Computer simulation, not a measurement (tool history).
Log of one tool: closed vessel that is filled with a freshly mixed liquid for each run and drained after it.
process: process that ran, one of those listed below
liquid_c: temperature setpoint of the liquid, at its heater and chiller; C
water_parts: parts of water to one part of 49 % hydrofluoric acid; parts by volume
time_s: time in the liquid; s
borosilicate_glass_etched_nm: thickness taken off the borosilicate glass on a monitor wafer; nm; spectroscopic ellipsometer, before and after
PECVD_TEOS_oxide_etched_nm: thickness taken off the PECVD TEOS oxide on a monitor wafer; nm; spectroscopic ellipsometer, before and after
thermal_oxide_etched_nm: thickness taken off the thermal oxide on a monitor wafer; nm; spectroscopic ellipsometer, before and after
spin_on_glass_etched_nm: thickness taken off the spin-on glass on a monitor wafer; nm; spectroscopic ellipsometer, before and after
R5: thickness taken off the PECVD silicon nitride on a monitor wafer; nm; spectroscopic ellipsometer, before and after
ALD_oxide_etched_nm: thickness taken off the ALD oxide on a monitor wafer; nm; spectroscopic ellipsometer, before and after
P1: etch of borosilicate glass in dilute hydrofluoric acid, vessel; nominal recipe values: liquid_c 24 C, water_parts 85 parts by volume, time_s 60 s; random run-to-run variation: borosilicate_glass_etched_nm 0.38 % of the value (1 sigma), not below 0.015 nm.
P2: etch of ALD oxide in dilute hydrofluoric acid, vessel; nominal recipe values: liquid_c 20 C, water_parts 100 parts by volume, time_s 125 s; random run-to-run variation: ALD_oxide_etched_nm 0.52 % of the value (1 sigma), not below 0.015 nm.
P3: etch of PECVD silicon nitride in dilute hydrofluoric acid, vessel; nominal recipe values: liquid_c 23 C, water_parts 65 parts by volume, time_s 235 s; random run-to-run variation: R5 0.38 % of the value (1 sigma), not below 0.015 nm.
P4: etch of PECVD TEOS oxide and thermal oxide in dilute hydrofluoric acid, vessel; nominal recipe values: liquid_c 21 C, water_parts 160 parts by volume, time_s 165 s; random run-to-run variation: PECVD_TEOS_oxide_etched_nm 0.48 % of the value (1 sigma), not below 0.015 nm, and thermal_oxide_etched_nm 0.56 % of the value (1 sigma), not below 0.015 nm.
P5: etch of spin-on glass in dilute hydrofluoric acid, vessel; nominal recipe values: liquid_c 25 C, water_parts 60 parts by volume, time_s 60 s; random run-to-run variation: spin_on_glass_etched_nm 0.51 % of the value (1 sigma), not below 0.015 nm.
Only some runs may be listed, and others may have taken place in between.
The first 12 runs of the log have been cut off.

Run 13, day 7.042: process P1, liquid_c 24 C, water_parts 85 parts by volume, time_s 60 s. Result: borosilicate_glass_etched_nm 30.421 nm.
Run 14, day 7.4: process P5, liquid_c 25 C, water_parts 60 parts by volume, time_s 100 s. Result: spin_on_glass_etched_nm 69.308 nm.
Run 15, day 8: process P1, liquid_c 24 C, water_parts 85 parts by volume, time_s 60 s. Result: borosilicate_glass_etched_nm 30.403 nm.
Run 16, day 8.562: process P1, liquid_c 28 C, water_parts 85 parts by volume, time_s 60 s. Result: borosilicate_glass_etched_nm 35.411 nm.
Run 17, day 9.138: process P1, liquid_c 24 C, water_parts 85 parts by volume, time_s 60 s. Result: borosilicate_glass_etched_nm 30.287 nm.
Run 18, day 9.538: process P1, liquid_c 28 C, water_parts 35 parts by volume, time_s 60 s. Result: borosilicate_glass_etched_nm 92.428 nm.
Run 19, day 10.225: process P3, liquid_c 23 C, water_parts 100 parts by volume, time_s 235 s. Result: R5 5.3085 nm.
Run 20, day 10.917: process P4, liquid_c 21 C, water_parts 160 parts by volume, time_s 165 s. Result: PECVD_TEOS_oxide_etched_nm 8.7985 nm, thermal_oxide_etched_nm 3.9372 nm.
Run 21, day 11.608: process P1, liquid_c 24 C, water_parts 85 parts by volume, time_s 95 s. Result: borosilicate_glass_etched_nm 48.069 nm.
At day 11.675: hydrofluoric acid flow meter replaced.
Run 22, day 11.996: process P5, liquid_c 25 C, water_parts 60 parts by volume, time_s 60 s. Result: spin_on_glass_etched_nm 41.46 nm.
Run 23, day 12.683: process P2, liquid_c 20 C, water_parts 100 parts by volume, time_s 125 s. Result: ALD_oxide_etched_nm 34.418 nm.
Run 24, day 13.325: process P3, liquid_c 17 C, water_parts 65 parts by volume, time_s 235 s. Result: R5 5.3362 nm.
Run 25, day 13.808: process P2, liquid_c 20 C, water_parts 100 parts by volume, time_s 30 s. Result: ALD_oxide_etched_nm 8.2263 nm.
Run 26, day 14.238: process P4, liquid_c 28 C, water_parts 160 parts by volume, time_s 165 s. Result: PECVD_TEOS_oxide_etched_nm 11.378 nm, thermal_oxide_etched_nm 5.1276 nm.
Run 27, day 14.933: process P3, liquid_c 23 C, water_parts 65 parts by volume, time_s 30 s. Result: R5 1.0412 nm.
Run 28, day 15.579: process P2, liquid_c 20 C, water_parts 175 parts by volume, time_s 125 s. Result: ALD_oxide_etched_nm 18.358 nm.
Run 29, day 16.162: process P1, liquid_c 24 C, water_parts 85 parts by volume, time_s 60 s. Result: borosilicate_glass_etched_nm 30.533 nm.

Run 30 is up next; what results do you expect?
Run 30, day 16.662: process P1, liquid_c 24 C, water_parts 125 parts by volume, time_s 60 s. Result: borosilicate_glass_etched_nm ?.

{"run 30": {"borosilicate_glass_etched_nm": 19.716}}

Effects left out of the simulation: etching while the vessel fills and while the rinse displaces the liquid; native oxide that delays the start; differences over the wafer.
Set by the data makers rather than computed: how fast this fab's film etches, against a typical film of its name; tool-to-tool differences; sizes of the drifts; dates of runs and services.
